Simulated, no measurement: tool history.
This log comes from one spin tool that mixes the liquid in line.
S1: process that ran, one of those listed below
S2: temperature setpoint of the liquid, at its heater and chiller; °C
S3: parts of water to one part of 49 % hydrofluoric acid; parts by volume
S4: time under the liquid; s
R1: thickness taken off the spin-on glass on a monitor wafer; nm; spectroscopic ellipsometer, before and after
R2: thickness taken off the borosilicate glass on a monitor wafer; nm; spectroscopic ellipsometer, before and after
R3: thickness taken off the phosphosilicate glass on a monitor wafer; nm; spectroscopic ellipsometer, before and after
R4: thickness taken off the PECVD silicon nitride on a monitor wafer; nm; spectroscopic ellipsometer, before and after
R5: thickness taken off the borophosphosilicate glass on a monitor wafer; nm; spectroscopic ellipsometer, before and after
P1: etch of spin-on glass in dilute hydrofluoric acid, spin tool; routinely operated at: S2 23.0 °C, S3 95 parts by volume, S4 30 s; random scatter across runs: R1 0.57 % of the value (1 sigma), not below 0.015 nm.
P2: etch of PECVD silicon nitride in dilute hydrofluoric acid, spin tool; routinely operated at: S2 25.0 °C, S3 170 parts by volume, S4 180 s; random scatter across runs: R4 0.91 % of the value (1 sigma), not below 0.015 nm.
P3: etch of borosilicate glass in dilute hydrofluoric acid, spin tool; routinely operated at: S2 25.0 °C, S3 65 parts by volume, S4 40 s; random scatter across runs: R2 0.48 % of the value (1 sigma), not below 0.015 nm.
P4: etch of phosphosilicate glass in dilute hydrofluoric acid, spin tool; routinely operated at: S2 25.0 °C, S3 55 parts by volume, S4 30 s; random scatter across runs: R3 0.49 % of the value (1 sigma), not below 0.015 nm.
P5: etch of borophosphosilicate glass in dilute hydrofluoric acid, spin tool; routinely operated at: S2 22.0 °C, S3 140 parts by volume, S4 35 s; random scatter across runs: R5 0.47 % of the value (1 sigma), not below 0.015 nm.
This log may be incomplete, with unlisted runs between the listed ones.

run 1 hour=7.8 | S1=P1 S2=23.0 S3=95 S4=30 | R1=12.1570
run 2 hour=14.8 | S1=P3 S2=32.0 S3=65 S4=40 | R2=15.0010
run 3 hour=20.2 | S1=P1 S2=23.0 S3=25 S4=30 | R1=50.7050
run 4 hour=25.3 | S1=P1 S2=23.0 S3=95 S4=15 | R1=6.1210
run 5 hour=31.9 | S1=P4 S2=25.0 S3=95 S4=30 | R3=19.788
run 6 hour=38.9 | S1=P1 S2=23.0 S3=95 S4=55 | R1=22.3510
run 7 hour=44.4 | S1=P2 S2=25.0 S3=170 S4=180 | R4=2.2641
run 8 hour=49.0 | S1=P2 S2=25.0 S3=170 S4=355 | R4=4.4999
run 9 hour=57.2 | S1=P1 S2=23.0 S3=145 S4=30 | R1=7.5292
run 10 hour=63.1 | S1=P1 S2=28.0 S3=95 S4=15 | R1=7.4049
run 11 hour=68.1 | S1=P3 S2=25.0 S3=90 S4=40 | R2=8.0088
run 12 hour=76.3 | S1=P3 S2=25.0 S3=65 S4=40 | R2=11.3760
run 13 hour=82.1 | S1=P5 S2=17.0 S3=140 S4=35 | R5=13.2040
run 14 hour=87.1 | S1=P2 S2=25.0 S3=255 S4=180 | R4=1.5339
run 15 hour=94.1 | S1=P1 S2=23.0 S3=95 S4=30 | R1=12.1160
run 16 hour=98.7 | S1=P3 S2=25.0 S3=65 S4=40 | R2=11.4320
run 17 hour=104.2 | S1=P1 S2=23.0 S3=95 S4=30 | R1=12.2160
run 18 hour=108.9 | S1=P1 S2=17.0 S3=95 S4=30 | R1=9.4793
run 19 hour=114.2 | S1=P1 S2=23.0 S3=95 S4=30 | R1=12.1350
run 20 hour=121.4 | S1=P5 S2=22.0 S3=140 S4=20 | R5=9.2561
run 21 hour=126.9 | S1=P2 S2=25.0 S3=170 S4=180 | R4=2.2876
-- hour=131.5 thermometer replaced
run 22 hour=134.8 | S1=P4 S2=25.0 S3=55 S4=30 | R3=35.958
run 23 hour=141.4 | S1=P4 S2=25.0 S3=55 S4=30 | R3=36.148
run 24 hour=145.4 | S1=P5 S2=22.0 S3=75 S4=35 | R5=32.6890
run 25 hour=150.2 | S1=P5 S2=22.0 S3=140 S4=35 | R5=16.1600
run 26 hour=155.2 | S1=P1 S2=23.0 S3=95 S4=30 | R1=12.0100
run 27 hour=159.6 | S1=P2 S2=30.5 S3=170 S4=180 | R4=3.1602
run 28 hour=166.3 | S1=P3 S2=25.0 S3=65 S4=15 | R2=4.3059
run 29 hour=172.3 | S1=P4 S2=25.0 S3=55 S4=55 | R3=66.310
run 30 hour=180.7 | S1=P4 S2=19.5 S3=55 S4=30 | R3=28.641
run 31 hour=184.8 | S1=P5 S2=22.0 S3=140 S4=35 | R5=16.1360
run 32 hour=192.4 | S1=P1 S2=29.0 S3=95 S4=30 | R1=15.3140
run 33 hour=198.5 | S1=P1 S2=23.0 S3=95 S4=30 | R1=12.0700
run 34 hour=204.7 | S1=P1 S2=23.0 S3=95 S4=30 | R1=12.1080
run 35 hour=209.2 | S1=P1 S2=23.0 S3=95 S4=30 | R1=12.1540
run 36 hour=215.8 | S1=P1 S2=23.0 S3=95 S4=30 | R1=12.4990
run 37 hour=224.4 | S1=P1 S2=23.0 S3=95 S4=30 | R1=12.7230
run 38 hour=232.3 | S1=P1 S2=23.0 S3=95 S4=30 | R1=12.9460
run 39 hour=236.8 | S1=P1 S2=23.0 S3=95 S4=30 | R1=13.0180
run 40 hour=241.3 | S1=P1 S2=23.0 S3=95 S4=30 | R1=13.0410
run 41 hour=248.5 | S1=P1 S2=23.0 S3=95 S4=30 | R1=13.0750
run 42 hour=257.0 | S1=P1 S2=23.0 S3=95 S4=30 | R1=13.0770

Compared with where it was, what P1 gives has crept away. Each cause listed below fits the log as well as the rest, at the size given for it:
A: liquid hotter than its thermometer reads (K) = 1.76
B: hydrofluoric acid flow above the setpoint (%) = 6.48
Onset of the creep was near hour 209.2.

Of the 4 check runs below, each run on 5 wafers with the results averaged and each result still a question mark, which one would tell the listed causes apart?
run check 1 hour=265.5 | S1=P3 S2=31.5 S3=65 S4=15 | R2=?
run check 2 hour=265.5 | S1=P4 S2=25.0 S3=80 S4=55 | R3=?
run check 3 hour=265.5 | S1=P2 S2=25.0 S3=220 S4=180 | R4=?
run check 4 hour=265.5 | S1=P5 S2=17.0 S3=140 S4=35 | R5=?

Check results expected under each cause:
check=check_1 result=R2 if_A=5.9208 if_B=5.9344
check=check_2 result=R3 if_A=47.081 if_B=47.059
check=check_3 result=R4 if_A=1.9669 if_B=1.8784
check=check_4 result=R5 if_A=14.2640 if_B=14.2540
How far apart the two closest causes lie, in the result that separates them most: check 1 0.23 %; check 2 0.05 %; check 3 4.6 %; check 4 0.07 %
Check 3 tells the causes apart: in the others they would give nearly the same result.

Check 3 was carried out, with these results: R4 1.9714 nm. Which of the listed causes is responsible?

The cause is A: liquid hotter than its thermometer reads (K).
